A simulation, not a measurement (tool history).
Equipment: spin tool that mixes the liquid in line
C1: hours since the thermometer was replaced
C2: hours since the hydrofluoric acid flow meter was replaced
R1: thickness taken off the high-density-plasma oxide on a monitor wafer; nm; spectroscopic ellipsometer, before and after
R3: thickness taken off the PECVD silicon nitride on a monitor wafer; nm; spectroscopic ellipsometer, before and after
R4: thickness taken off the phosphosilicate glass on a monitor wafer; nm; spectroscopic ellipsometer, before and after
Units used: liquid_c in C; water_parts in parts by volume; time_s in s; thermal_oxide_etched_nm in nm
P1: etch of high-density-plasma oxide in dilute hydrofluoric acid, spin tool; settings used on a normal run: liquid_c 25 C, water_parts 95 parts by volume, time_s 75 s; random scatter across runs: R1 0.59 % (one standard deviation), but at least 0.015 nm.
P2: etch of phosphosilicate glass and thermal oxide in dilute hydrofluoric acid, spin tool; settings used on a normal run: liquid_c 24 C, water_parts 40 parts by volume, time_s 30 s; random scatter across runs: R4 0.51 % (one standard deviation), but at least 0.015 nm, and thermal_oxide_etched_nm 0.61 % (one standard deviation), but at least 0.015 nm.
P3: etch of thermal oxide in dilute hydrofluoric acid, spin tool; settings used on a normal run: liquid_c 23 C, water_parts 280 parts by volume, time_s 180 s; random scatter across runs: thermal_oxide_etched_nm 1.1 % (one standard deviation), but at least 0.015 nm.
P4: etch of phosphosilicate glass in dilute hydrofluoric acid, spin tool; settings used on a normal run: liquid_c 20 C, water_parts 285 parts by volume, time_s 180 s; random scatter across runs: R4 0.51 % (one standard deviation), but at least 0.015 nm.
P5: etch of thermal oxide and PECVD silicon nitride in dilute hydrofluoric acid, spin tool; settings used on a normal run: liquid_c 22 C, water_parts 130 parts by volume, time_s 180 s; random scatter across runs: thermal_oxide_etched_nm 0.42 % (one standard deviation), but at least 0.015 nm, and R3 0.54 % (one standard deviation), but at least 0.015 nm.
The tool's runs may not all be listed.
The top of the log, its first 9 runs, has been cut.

{"run": 10, "hour": 55.3, "process": "P2", "liquid_c": 24, "water_parts": 40, "time_s": 15, "C1": 1228.9, "C2": 1713, "thermal_oxide_etched_nm": 1.8977, "R4": 29.941}
{"run": 11, "hour": 61.3, "process": "P1", "liquid_c": 25, "water_parts": 95, "time_s": 140, "C1": 1234.9, "C2": 1719, "R1": 7.6709}
{"run": 12, "hour": 67.9, "process": "P5", "liquid_c": 22, "water_parts": 130, "time_s": 180, "C1": 1241.5, "C2": 1725.6, "thermal_oxide_etched_nm": 6.1348, "R3": 6.9574}
{"run": 13, "hour": 73.7, "process": "P1", "liquid_c": 25, "water_parts": 95, "time_s": 20, "C1": 1247.3, "C2": 1731.4, "R1": 1.0833}
{"run": 14, "hour": 80.6, "process": "P4", "liquid_c": 20, "water_parts": 80, "time_s": 180, "C1": 1254.2, "C2": 1738.3, "R4": 116.75}
{"run": 15, "hour": 87.5, "process": "P1", "liquid_c": 25, "water_parts": 170, "time_s": 75, "C1": 1261.1, "C2": 1745.2, "R1": 2.1166}
{"run": 16, "hour": 94.5, "process": "P5", "liquid_c": 22, "water_parts": 130, "time_s": 80, "C1": 1268.1, "C2": 1752.2, "thermal_oxide_etched_nm": 2.7627, "R3": 3.1134}
{"run": 17, "hour": 98.8, "process": "P2", "liquid_c": 24, "water_parts": 60, "time_s": 30, "C1": 1272.4, "C2": 1756.5, "thermal_oxide_etched_nm": 2.4509, "R4": 39.026}
{"run": 18, "hour": 102.8, "process": "P4", "liquid_c": 20, "water_parts": 285, "time_s": 275, "C1": 1276.4, "C2": 1760.5, "R4": 41.112}
{"run": 19, "hour": 109.8, "process": "P1", "liquid_c": 21.5, "water_parts": 95, "time_s": 25, "C1": 1283.4, "C2": 1767.5, "R1": 1.1681}
{"run": 20, "hour": 113.8, "process": "P2", "liquid_c": 24, "water_parts": 40, "time_s": 30, "C1": 1287.4, "C2": 1771.5, "thermal_oxide_etched_nm": 3.7279, "R4": 60.275}
{"run": 21, "hour": 120.1, "process": "P3", "liquid_c": 17, "water_parts": 280, "time_s": 180, "C1": 1293.7, "C2": 1777.8, "thermal_oxide_etched_nm": 1.9772}
{"run": 22, "hour": 126.2, "process": "P4", "liquid_c": 17, "water_parts": 285, "time_s": 180, "C1": 1299.8, "C2": 1783.9, "R4": 23.958}
{"run": 23, "hour": 129.6, "process": "P1", "liquid_c": 21, "water_parts": 95, "time_s": 115, "C1": 1303.2, "C2": 1787.3, "R1": 5.2857}
{"run": 24, "hour": 136.4, "process": "P3", "liquid_c": 23, "water_parts": 280, "time_s": 180, "C1": 1310, "C2": 1794.1, "thermal_oxide_etched_nm": 2.4722}
{"run": 25, "hour": 143.5, "process": "P5", "liquid_c": 22, "water_parts": 130, "time_s": 180, "C1": 1317.1, "C2": 1801.2, "thermal_oxide_etched_nm": 6.156, "R3": 6.9502}
{"run": 26, "hour": 149.2, "process": "P4", "liquid_c": 20, "water_parts": 285, "time_s": 180, "C1": 1322.8, "C2": 1806.9, "R4": 26.813}
{"run": 27, "hour": 156.0, "process": "P3", "liquid_c": 23, "water_parts": 165, "time_s": 180, "C1": 1329.6, "C2": 1813.7, "thermal_oxide_etched_nm": 4.7429}

Forecast run 28:
{"run": 28, "hour": 160.1, "process": "P1", "liquid_c": 25, "water_parts": 20, "time_s": 75, "C1": 1333.7, "C2": 1817.8, "R1": "?"}

R1: 21.676 nm

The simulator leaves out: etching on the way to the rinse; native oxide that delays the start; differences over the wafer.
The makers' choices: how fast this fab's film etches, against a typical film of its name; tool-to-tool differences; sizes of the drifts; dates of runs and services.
